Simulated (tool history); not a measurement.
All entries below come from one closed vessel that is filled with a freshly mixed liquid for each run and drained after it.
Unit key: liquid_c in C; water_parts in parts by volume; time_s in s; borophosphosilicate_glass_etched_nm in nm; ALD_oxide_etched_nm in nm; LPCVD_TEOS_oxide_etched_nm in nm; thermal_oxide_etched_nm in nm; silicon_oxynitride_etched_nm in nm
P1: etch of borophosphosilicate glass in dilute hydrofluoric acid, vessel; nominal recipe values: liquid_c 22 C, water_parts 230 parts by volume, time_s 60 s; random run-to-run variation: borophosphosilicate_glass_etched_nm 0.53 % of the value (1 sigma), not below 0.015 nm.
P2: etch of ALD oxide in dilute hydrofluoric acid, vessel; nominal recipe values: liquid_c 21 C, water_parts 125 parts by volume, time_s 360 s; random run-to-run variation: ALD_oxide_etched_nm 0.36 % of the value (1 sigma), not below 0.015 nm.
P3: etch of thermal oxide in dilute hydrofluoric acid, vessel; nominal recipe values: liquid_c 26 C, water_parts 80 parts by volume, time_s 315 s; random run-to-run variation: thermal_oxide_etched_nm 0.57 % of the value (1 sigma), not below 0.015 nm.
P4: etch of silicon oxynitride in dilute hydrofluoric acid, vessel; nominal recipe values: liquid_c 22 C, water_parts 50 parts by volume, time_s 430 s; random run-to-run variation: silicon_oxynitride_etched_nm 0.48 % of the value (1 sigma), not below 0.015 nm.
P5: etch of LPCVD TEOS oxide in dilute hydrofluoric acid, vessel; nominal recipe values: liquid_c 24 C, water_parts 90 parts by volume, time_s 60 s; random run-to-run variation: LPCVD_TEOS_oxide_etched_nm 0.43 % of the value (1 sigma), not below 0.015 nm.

run,hour,process,liquid_c,water_parts,time_s,hours since the thermometer was replaced,hours since the hydrofluoric acid flow meter was replaced,borophosphosilicate_glass_etched_nm,ALD_oxide_etched_nm,LPCVD_TEOS_oxide_etched_nm,thermal_oxide_etched_nm,silicon_oxynitride_etched_nm
1,7.1,P1,22,230,60,255.1,165,10.661,,,,
2,15.4,P2,21,125,30,263.4,173.3,,3.4289,,,
3,27.4,P2,21,125,360,275.4,185.3,,41.252,,,
4,40.8,P5,24,90,60,288.8,198.7,,,15.034,,
5,52.7,P3,26,80,315,300.7,210.6,,,,20.812,
6,61.7,P5,31,90,60,309.7,219.6,,,19.834,,
7,71.8,P1,22,230,120,319.8,229.7,21.207,,,,
8,81.6,P1,22,230,60,329.6,239.5,10.574,,,,
9,95.3,P3,26,80,625,343.3,253.2,,,,41.486,
10,101.9,P4,22,50,430,349.9,259.8,,,,,22.666
11,113.4,P1,22,230,60,361.4,271.3,10.565,,,,
12,120,P4,29.5,50,430,368,277.9,,,,,32.304
13,126.5,P2,17,125,360,374.5,284.4,,35.055,,,
# hour 132.4: hydrofluoric acid flow meter replaced
14,137.3,P5,24,90,30,385.3,4.9,,,7.5941,,
15,147.8,P4,22,50,110,395.8,15.4,,,,,5.8165
16,159.4,P1,17,230,90,407.4,27,13.136,,,,
17,168,P4,22,50,430,416,35.6,,,,,22.451
18,178.2,P3,26,80,315,426.2,45.8,,,,20.95,
19,190.5,P1,22,230,60,438.5,58.1,10.613,,,,
20,200.5,P1,22,95,30,448.5,68.1,14.753,,,,
21,211.9,P4,22,80,430,459.9,79.5,,,,,13.665
22,224.6,P1,22,230,30,472.6,92.2,5.2996,,,,
23,233.2,P1,22,60,60,481.2,100.8,49.178,,,,
24,245.1,P5,24,165,60,493.1,112.7,,,7.5312,,
25,254.2,P1,26.5,230,60,502.2,121.8,12.539,,,,
26,267.5,P1,22,230,60,515.5,135.1,10.622,,,,
27,278.1,P1,22,320,60,526.1,145.7,6.9004,,,,
# hour 278.6: thermometer replaced
28,286.6,P1,17,230,60,8.1,154.2,8.7693,,,,
29,294.9,P2,21,205,360,16.4,162.5,,23.132,,,
30,307.8,P3,26,145,315,29.3,175.4,,,,10.641,
31,315.8,P1,22,230,60,37.3,183.4,10.57,,,,
32,325.8,P2,21,125,360,47.3,193.4,,41.25,,,
33,336,P3,20.5,80,315,57.5,203.6,,,,16.739,
34,346.2,P1,22,230,60,67.7,213.8,10.542,,,,
35,356.4,P1,22,230,60,77.9,224,11.007,,,,
36,363.7,P1,22,230,60,85.2,231.3,11.148,,,,
37,377.4,P1,22,230,60,98.9,245,11.441,,,,
38,391.1,P1,22,230,60,112.6,258.7,11.462,,,,
39,405.2,P1,22,230,60,126.7,272.8,11.472,,,,
40,415.3,P1,22,230,60,136.8,282.9,11.456,,,,
41,428.1,P1,22,230,60,149.6,295.7,11.581,,,,

The log shows P1 creeping away from where it was. Any of the 2 causes listed here, at the size stated for it, fits the log just as well as the others:
A: liquid hotter than its thermometer reads (K) = 2.45
B: hydrofluoric acid flow above the setpoint (%) = 7.6
The onset of the drift is placed at about hour 346.2.

Consider the 4 single-wafer check runs listed below, results given as question marks: which one distinguishes between the causes by giving clearly different results for each?
check 1,440.9,P3,26,115,315,,,,,,?,
check 2,440.9,P4,25.5,50,430,,,,,,,?
check 3,440.9,P2,21,165,190,,,,?,,,
check 4,440.9,P5,24,155,35,,,,,?,,

If the cause were each of the candidates in turn, the checks would give the following:
check,result,if A,if B
check 1,thermal_oxide_etched_nm,15.26,15.114
check 2,silicon_oxynitride_etched_nm,29.972,28.774
check 3,ALD_oxide_etched_nm,17.338,17.184
check 4,LPCVD_TEOS_oxide_etched_nm,5.1914,5.1583
Gap, in per cent, between the two causes that each check separates least, read from the result that separates them most: check 1 0.96 %; check 2 4.08 %; check 3 0.89 %; check 4 0.64 %
Check 2 is the one run that separates the causes; every other check would come out nearly the same whichever cause is at work.

Check 2 was carried out, with these results: silicon_oxynitride_etched_nm 28.897 nm. Which of the listed causes is responsible?

It is B: hydrofluoric acid flow above the setpoint (%).
